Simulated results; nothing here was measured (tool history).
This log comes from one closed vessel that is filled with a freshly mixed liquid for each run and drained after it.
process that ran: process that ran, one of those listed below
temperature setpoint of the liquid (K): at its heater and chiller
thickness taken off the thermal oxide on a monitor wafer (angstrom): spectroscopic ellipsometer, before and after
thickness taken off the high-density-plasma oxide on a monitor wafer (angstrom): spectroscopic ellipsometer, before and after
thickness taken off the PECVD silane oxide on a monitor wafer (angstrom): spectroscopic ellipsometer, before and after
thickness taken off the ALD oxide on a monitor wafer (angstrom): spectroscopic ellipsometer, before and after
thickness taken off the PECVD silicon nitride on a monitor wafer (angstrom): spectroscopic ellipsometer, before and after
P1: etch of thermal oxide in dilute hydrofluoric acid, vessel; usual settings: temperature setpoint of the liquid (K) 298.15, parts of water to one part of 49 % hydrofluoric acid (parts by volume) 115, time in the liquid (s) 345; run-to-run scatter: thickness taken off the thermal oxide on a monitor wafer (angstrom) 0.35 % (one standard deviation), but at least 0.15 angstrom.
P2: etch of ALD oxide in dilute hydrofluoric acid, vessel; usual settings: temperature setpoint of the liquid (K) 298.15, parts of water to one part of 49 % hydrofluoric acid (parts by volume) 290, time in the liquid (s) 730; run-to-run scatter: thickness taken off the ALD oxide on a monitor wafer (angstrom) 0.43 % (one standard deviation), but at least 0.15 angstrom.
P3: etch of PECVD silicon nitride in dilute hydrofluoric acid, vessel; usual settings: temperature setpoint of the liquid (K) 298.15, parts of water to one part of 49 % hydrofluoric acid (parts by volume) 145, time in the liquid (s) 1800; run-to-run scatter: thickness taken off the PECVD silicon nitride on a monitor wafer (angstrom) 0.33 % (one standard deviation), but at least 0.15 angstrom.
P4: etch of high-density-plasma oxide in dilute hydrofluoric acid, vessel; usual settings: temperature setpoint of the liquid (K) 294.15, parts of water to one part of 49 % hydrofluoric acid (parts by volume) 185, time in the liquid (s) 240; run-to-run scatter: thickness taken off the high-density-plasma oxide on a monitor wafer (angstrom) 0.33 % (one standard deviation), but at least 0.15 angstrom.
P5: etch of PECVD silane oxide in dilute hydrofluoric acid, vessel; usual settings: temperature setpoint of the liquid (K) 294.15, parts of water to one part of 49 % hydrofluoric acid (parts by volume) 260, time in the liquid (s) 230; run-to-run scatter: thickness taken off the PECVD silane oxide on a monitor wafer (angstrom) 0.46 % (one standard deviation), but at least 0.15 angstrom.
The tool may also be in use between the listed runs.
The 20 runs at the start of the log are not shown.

run   hour  process that ran  temperature setpoint of the liquid (K)  parts of water to one part of 49 % hydrofluoric acid (parts by volume)  time in the liquid (s)  hours since the thermometer was replaced  hours since the hydrofluoric acid flow meter was replaced  thickness taken off the thermal oxide on a monitor wafer (angstrom)  thickness taken off the high-density-plasma oxide on a monitor wafer (angstrom)  thickness taken off the PECVD silane oxide on a monitor wafer (angstrom)  thickness taken off the ALD oxide on a monitor wafer (angstrom)  thickness taken off the PECVD silicon nitride on a monitor wafer (angstrom)
 21  128.9                P1                                  298.15                                                                     160                     345                                     533.8                                                      549.6                                                               104.05
 22  133.1                P1                                  298.15                                                                     115                     345                                       538                                                      553.8                                                               152.15
 23  140.5                P1                                  298.15                                                                     115                     345                                     545.4                                                      561.2                                                               151.33
 24  144.7                P2                                  290.15                                                                     290                     730                                     549.6                                                      565.4                                                                                                                                                                                                                                                                                           169.85
 25  148.9                P5                                  300.65                                                                     260                     230                                     553.8                                                      569.6                                                                                                                                                                                                                          391.31
 26  154.8                P4                                  294.15                                                                     185                     240                                     559.7                                                      575.5                                                                                                                                                 64.43
       156  -- thermometer replaced
 27    160                P3                                  298.15                                                                     145                    1800                                       4.1                                                      580.7                                                                                                                                                                                                                                                                                                                                                                        245.12
 28  163.9                P3                                  298.15                                                                     145                     965                                         8                                                      584.6                                                                                                                                                                                                                                                                                                                                                                        131.69
 29  169.9                P5                                  294.15                                                                     450                     230                                        14                                                      590.6                                                                                                                                                                                                                          151.26
 30  174.8                P1                                  298.15                                                                     115                     345                                      18.9                                                      595.5                                                               152.48
 31    179                P3                                  290.15                                                                     145                    1800                                      23.1                                                      599.7                                                                                                                                                                                                                                                                                                                                                                        143.53
 32  184.4                P1                                  298.15                                                                     115                     345                                      28.5                                                      605.1                                                               153.77
 33  189.3                P2                                  298.15                                                                     290                    1240                                      33.4                                                        610                                                                                                                                                                                                                                                                                            386.2
 34  193.8                P4                                  294.15                                                                     185                     240                                      37.9                                                      614.5                                                                                                                                                64.822

For run 35, what comes out?
 35  199.3                P1                                  298.15                                                                     115                     570                                      43.4                                                        620                                                                    ?

thickness taken off the thermal oxide on a monitor wafer (angstrom): 252.42
